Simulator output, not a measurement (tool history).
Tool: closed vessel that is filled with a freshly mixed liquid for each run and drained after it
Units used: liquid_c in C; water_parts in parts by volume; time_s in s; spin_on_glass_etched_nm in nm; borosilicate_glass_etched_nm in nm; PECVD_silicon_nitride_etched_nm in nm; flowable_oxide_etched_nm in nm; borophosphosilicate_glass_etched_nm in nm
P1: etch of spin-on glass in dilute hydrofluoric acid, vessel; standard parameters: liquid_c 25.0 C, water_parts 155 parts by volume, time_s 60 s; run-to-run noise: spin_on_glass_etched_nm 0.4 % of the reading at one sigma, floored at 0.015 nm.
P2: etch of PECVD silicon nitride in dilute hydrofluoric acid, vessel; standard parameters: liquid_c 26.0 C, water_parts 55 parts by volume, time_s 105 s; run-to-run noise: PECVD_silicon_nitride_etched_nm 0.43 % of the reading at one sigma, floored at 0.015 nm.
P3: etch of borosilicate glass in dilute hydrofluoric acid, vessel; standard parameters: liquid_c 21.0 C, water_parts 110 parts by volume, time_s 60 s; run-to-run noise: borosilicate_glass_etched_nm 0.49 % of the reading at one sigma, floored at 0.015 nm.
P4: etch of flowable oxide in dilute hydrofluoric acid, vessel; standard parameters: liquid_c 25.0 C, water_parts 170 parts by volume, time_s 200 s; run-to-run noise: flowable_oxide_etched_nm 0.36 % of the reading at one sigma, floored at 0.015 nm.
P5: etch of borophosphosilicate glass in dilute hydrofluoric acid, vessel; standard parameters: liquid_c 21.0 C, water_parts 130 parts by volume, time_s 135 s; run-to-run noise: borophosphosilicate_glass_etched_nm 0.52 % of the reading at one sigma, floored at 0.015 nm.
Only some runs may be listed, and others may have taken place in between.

run	hour	process	liquid_c	water_parts	time_s	hours since the thermometer was replaced	hours since the hydrofluoric acid flow meter was replaced	spin_on_glass_etched_nm	borosilicate_glass_etched_nm	PECVD_silicon_nitride_etched_nm	flowable_oxide_etched_nm	borophosphosilicate_glass_etched_nm
1	2.9	P1	25.0	155	60	687.5	714.0	13.7920				
2	5.2	P3	21.0	110	30	689.8	716.3		7.5033			
3	7.9	P3	21.0	110	60	692.5	719.0		15.0450			
4	9.8	P2	26.0	55	105	694.4	720.9			11.7510		
5	12.6	P3	29.0	110	60	697.2	723.7		20.6520			
6	15.8	P2	29.5	55	105	700.4	726.9			14.9150		
7	19.8	P2	26.0	55	105	704.4	730.9			11.8950		
8	23.4	P4	25.0	70	200	708.0	734.5				162.990	
9	26.2	P1	25.0	155	60	710.8	737.3	13.7820				
10	29.0	P5	29.0	130	135	713.6	740.1					56.030
11	31.9	P1	25.0	155	60	716.5	743.0	13.8050				
12	35.4	P5	21.0	130	135	720.0	746.5					41.134
13	39.3	P5	21.0	130	255	723.9	750.4					77.697
14	41.5	P1	25.0	270	30	726.1	752.6	3.4572				
15	45.2	P5	21.0	220	135	729.8	756.3					21.938
16	48.7	P4	18.5	170	200	733.3	759.8				46.081	
17	50.7	P1	25.0	155	60	735.3	761.8	13.6290				
18	53.6	P1	25.0	155	60	738.2	764.7	13.7440				
19	55.7	P1	25.0	255	60	740.3	766.8	7.4330				
20	58.4	P1	25.0	155	60	743.0	769.5	13.7340				
21	60.8	P1	25.0	155	30	745.4	771.9	6.8048				
22	64.2	P4	25.0	170	200	748.8	775.3				59.236	
23	67.9	P1	25.0	80	60	752.5	779.0	29.1030				
24	70.6	P3	21.0	185	60	755.2	781.7		8.2326			
25	73.0	P5	21.0	130	135	757.6	784.1					40.805
26	74.9	P2	26.0	55	45	759.5	786.0			5.1019		
27	77.0	P1	19.5	155	60	761.6	788.1	11.1440				
28	80.8	P1	33.0	155	60	765.4	791.9	18.2860				
29	83.4	P4	25.0	170	80	768.0	794.5				23.552	

What does the tool deliver on the next run?
30	85.3	P2	26.0	20	105	769.9	796.4			?		

PECVD_silicon_nitride_etched_nm: 32.0290 nm
